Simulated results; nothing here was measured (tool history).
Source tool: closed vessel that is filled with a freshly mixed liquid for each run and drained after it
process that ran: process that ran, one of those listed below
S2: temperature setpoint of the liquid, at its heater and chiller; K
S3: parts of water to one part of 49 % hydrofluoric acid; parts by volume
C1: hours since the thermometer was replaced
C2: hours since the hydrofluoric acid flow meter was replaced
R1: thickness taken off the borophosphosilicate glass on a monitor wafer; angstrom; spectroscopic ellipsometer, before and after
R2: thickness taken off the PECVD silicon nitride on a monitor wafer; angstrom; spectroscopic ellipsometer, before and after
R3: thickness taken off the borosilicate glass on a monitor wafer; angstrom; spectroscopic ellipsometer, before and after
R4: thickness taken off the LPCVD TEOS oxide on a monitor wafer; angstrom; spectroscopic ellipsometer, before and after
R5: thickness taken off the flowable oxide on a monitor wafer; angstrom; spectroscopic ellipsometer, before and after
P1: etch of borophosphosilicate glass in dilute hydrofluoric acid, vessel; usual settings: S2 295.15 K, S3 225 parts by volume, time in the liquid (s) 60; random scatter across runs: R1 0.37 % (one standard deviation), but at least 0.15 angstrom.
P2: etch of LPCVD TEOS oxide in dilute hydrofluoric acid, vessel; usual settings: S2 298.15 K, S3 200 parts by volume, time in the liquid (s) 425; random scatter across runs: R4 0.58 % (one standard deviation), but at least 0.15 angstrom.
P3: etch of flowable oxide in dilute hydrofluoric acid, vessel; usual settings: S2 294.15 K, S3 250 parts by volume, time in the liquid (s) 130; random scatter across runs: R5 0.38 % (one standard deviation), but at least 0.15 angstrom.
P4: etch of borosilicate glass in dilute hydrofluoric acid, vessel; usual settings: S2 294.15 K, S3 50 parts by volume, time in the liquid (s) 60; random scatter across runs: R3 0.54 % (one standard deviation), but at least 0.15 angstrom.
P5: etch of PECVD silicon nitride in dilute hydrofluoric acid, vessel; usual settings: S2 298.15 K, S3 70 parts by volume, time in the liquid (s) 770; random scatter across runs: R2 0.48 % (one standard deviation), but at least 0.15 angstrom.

{"run": 1, "hour": 3.9, "process that ran": "P1", "S2": 295.15, "S3": 225, "time in the liquid (s)": 60, "C1": 492.5, "C2": 156.2, "R1": 163.32}
{"run": 2, "hour": 8.3, "process that ran": "P1", "S2": 300.15, "S3": 365, "time in the liquid (s)": 60, "C1": 496.9, "C2": 160.6, "R1": 104.53}
{"run": 3, "hour": 11.7, "process that ran": "P1", "S2": 295.15, "S3": 225, "time in the liquid (s)": 110, "C1": 500.3, "C2": 164, "R1": 297.38}
{"run": 4, "hour": 19.2, "process that ran": "P5", "S2": 298.15, "S3": 70, "time in the liquid (s)": 770, "C1": 507.8, "C2": 171.5, "R2": 525.44}
{"run": 5, "hour": 25.5, "process that ran": "P1", "S2": 295.15, "S3": 225, "time in the liquid (s)": 30, "C1": 514.1, "C2": 177.8, "R1": 81.537}
{"run": 6, "hour": 31.4, "process that ran": "P4", "S2": 294.15, "S3": 20, "time in the liquid (s)": 60, "C1": 520, "C2": 183.7, "R3": 681.05}
{"run": 7, "hour": 36.0, "process that ran": "P1", "S2": 290.15, "S3": 225, "time in the liquid (s)": 60, "C1": 524.6, "C2": 188.3, "R1": 134.35}
{"run": 8, "hour": 43.5, "process that ran": "P1", "S2": 301.65, "S3": 225, "time in the liquid (s)": 110, "C1": 532.1, "C2": 195.8, "R1": 377.33}
{"run": 9, "hour": 49.4, "process that ran": "P4", "S2": 302.15, "S3": 50, "time in the liquid (s)": 60, "C1": 538, "C2": 201.7, "R3": 364.13}
{"hour": 51.0, "done": "thermometer replaced"}
{"run": 10, "hour": 55.1, "process that ran": "P2", "S2": 298.15, "S3": 200, "time in the liquid (s)": 840, "C1": 4.2, "C2": 207.4, "R4": 694.7}
{"run": 11, "hour": 62.7, "process that ran": "P5", "S2": 298.15, "S3": 45, "time in the liquid (s)": 770, "C1": 11.8, "C2": 215, "R2": 817.76}
{"run": 12, "hour": 68.2, "process that ran": "P3", "S2": 294.15, "S3": 250, "time in the liquid (s)": 30, "C1": 17.3, "C2": 220.5, "R5": 33.387}
{"run": 13, "hour": 75.2, "process that ran": "P3", "S2": 294.15, "S3": 250, "time in the liquid (s)": 130, "C1": 24.3, "C2": 227.5, "R5": 145.97}
{"run": 14, "hour": 81.8, "process that ran": "P4", "S2": 294.15, "S3": 50, "time in the liquid (s)": 105, "C1": 30.9, "C2": 234.1, "R3": 459.63}
{"run": 15, "hour": 86.3, "process that ran": "P1", "S2": 295.15, "S3": 225, "time in the liquid (s)": 60, "C1": 35.4, "C2": 238.6, "R1": 162.62}
{"run": 16, "hour": 92.0, "process that ran": "P1", "S2": 295.15, "S3": 225, "time in the liquid (s)": 60, "C1": 41.1, "C2": 244.3, "R1": 163.74}
{"run": 17, "hour": 97.2, "process that ran": "P3", "S2": 294.15, "S3": 455, "time in the liquid (s)": 130, "C1": 46.3, "C2": 249.5, "R5": 66.718}
{"run": 18, "hour": 101.5, "process that ran": "P4", "S2": 294.15, "S3": 50, "time in the liquid (s)": 60, "C1": 50.6, "C2": 253.8, "R3": 262.28}
{"run": 19, "hour": 105.6, "process that ran": "P1", "S2": 302.15, "S3": 225, "time in the liquid (s)": 60, "C1": 54.7, "C2": 257.9, "R1": 208.77}
{"run": 20, "hour": 112.3, "process that ran": "P2", "S2": 298.15, "S3": 200, "time in the liquid (s)": 425, "C1": 61.4, "C2": 264.6, "R4": 347.5}
{"run": 21, "hour": 116.1, "process that ran": "P1", "S2": 295.15, "S3": 225, "time in the liquid (s)": 60, "C1": 65.2, "C2": 268.4, "R1": 162.9}
{"run": 22, "hour": 120.9, "process that ran": "P1", "S2": 295.15, "S3": 225, "time in the liquid (s)": 60, "C1": 70, "C2": 273.2, "R1": 163.25}
{"run": 23, "hour": 124.2, "process that ran": "P5", "S2": 298.15, "S3": 70, "time in the liquid (s)": 1515, "C1": 73.3, "C2": 276.5, "R2": 1030.8}
{"run": 24, "hour": 130.5, "process that ran": "P5", "S2": 306.15, "S3": 70, "time in the liquid (s)": 770, "C1": 79.6, "C2": 282.8, "R2": 873.4}
{"run": 25, "hour": 137.5, "process that ran": "P1", "S2": 301.15, "S3": 360, "time in the liquid (s)": 60, "C1": 86.6, "C2": 289.8, "R1": 109.97}
{"run": 26, "hour": 142.4, "process that ran": "P1", "S2": 295.15, "S3": 335, "time in the liquid (s)": 60, "C1": 91.5, "C2": 294.7, "R1": 98.967}
{"run": 27, "hour": 149.2, "process that ran": "P2", "S2": 293.15, "S3": 200, "time in the liquid (s)": 425, "C1": 98.3, "C2": 301.5, "R4": 293.96}
{"run": 28, "hour": 156.3, "process that ran": "P2", "S2": 298.15, "S3": 55, "time in the liquid (s)": 425, "C1": 105.4, "C2": 308.6, "R4": 1545}
{"run": 29, "hour": 161.0, "process that ran": "P2", "S2": 298.15, "S3": 200, "time in the liquid (s)": 425, "C1": 110.1, "C2": 313.3, "R4": 355.54}
{"run": 30, "hour": 167.4, "process that ran": "P1", "S2": 295.15, "S3": 225, "time in the liquid (s)": 60, "C1": 116.5, "C2": 319.7, "R1": 163.27}
{"run": 31, "hour": 174.9, "process that ran": "P1", "S2": 295.15, "S3": 55, "time in the liquid (s)": 60, "C1": 124, "C2": 327.2, "R1": 805.64}
{"run": 32, "hour": 179.2, "process that ran": "P3", "S2": 298.65, "S3": 250, "time in the liquid (s)": 130, "C1": 128.3, "C2": 331.5, "R5": 171.42}
{"run": 33, "hour": 184.1, "process that ran": "P1", "S2": 295.15, "S3": 225, "time in the liquid (s)": 60, "C1": 133.2, "C2": 336.4, "R1": 163.05}
{"run": 34, "hour": 189.7, "process that ran": "P1", "S2": 295.15, "S3": 225, "time in the liquid (s)": 60, "C1": 138.8, "C2": 342, "R1": 166.55}
{"run": 35, "hour": 193.3, "process that ran": "P1", "S2": 295.15, "S3": 225, "time in the liquid (s)": 60, "C1": 142.4, "C2": 345.6, "R1": 166.78}
{"run": 36, "hour": 200.9, "process that ran": "P1", "S2": 295.15, "S3": 225, "time in the liquid (s)": 60, "C1": 150, "C2": 353.2, "R1": 169}
{"run": 37, "hour": 207.5, "process that ran": "P1", "S2": 295.15, "S3": 225, "time in the liquid (s)": 60, "C1": 156.6, "C2": 359.8, "R1": 170.55}
{"run": 38, "hour": 211.3, "process that ran": "P1", "S2": 295.15, "S3": 225, "time in the liquid (s)": 60, "C1": 160.4, "C2": 363.6, "R1": 170.9}
{"run": 39, "hour": 218.4, "process that ran": "P1", "S2": 295.15, "S3": 225, "time in the liquid (s)": 60, "C1": 167.5, "C2": 370.7, "R1": 170.82}
{"run": 40, "hour": 224.4, "process that ran": "P1", "S2": 295.15, "S3": 225, "time in the liquid (s)": 60, "C1": 173.5, "C2": 376.7, "R1": 171.39}
{"run": 41, "hour": 228.4, "process that ran": "P1", "S2": 295.15, "S3": 225, "time in the liquid (s)": 60, "C1": 177.5, "C2": 380.7, "R1": 172.09}
{"run": 42, "hour": 234.1, "process that ran": "P1", "S2": 295.15, "S3": 225, "time in the liquid (s)": 60, "C1": 183.2, "C2": 386.4, "R1": 172.41}

What P1 gives has crept away from where it was. These 2 causes fit the log equally well, each at the size given:
A: liquid hotter than its thermometer reads (K) = 1.41
B: hydrofluoric acid flow above the setpoint (%) = 4.33
The gradual shift began around hour 184.1.

Listed below are the offered check runs, one wafer per run, with question marks in place of results. For which of them would the causes give clearly different outcomes?
{"run": "check 1", "hour": 239.8, "process that ran": "P4", "S2": 301.65, "S3": 30, "time in the liquid (s)": 60, "R3": "?"}
{"run": "check 2", "hour": 239.8, "process that ran": "P5", "S2": 304.15, "S3": 70, "time in the liquid (s)": 1260, "R2": "?"}
{"run": "check 3", "hour": 239.8, "process that ran": "P3", "S2": 294.15, "S3": 250, "time in the liquid (s)": 30, "R5": "?"}
{"run": "check 4", "hour": 239.8, "process that ran": "P2", "S2": 298.15, "S3": 75, "time in the liquid (s)": 800, "R4": "?"}

Predicted outcomes, by check and by cause:
check=check_1 result=R3 if_A=650.03 if_B=642.08
check=check_2 result=R2 if_A=1390.3 if_B=1327.4
check=check_3 result=R5 if_A=35.455 if_B=35.473
check=check_4 result=R4 if_A=2169.8 if_B=2149
Per check, the gap between the least separated pair of causes, taken in the result that splits them most: check 1 1.23 %; check 2 4.63 %; check 3 0.05 %; check 4 0.97 %
Check 2 distinguishes between the causes, while the remaining checks would return nearly the same result for all of them.

Check 2 was carried out, with these results: R2 1401.8 angstrom. Which of the listed causes is responsible?

It was cause A: liquid hotter than its thermometer reads (K).
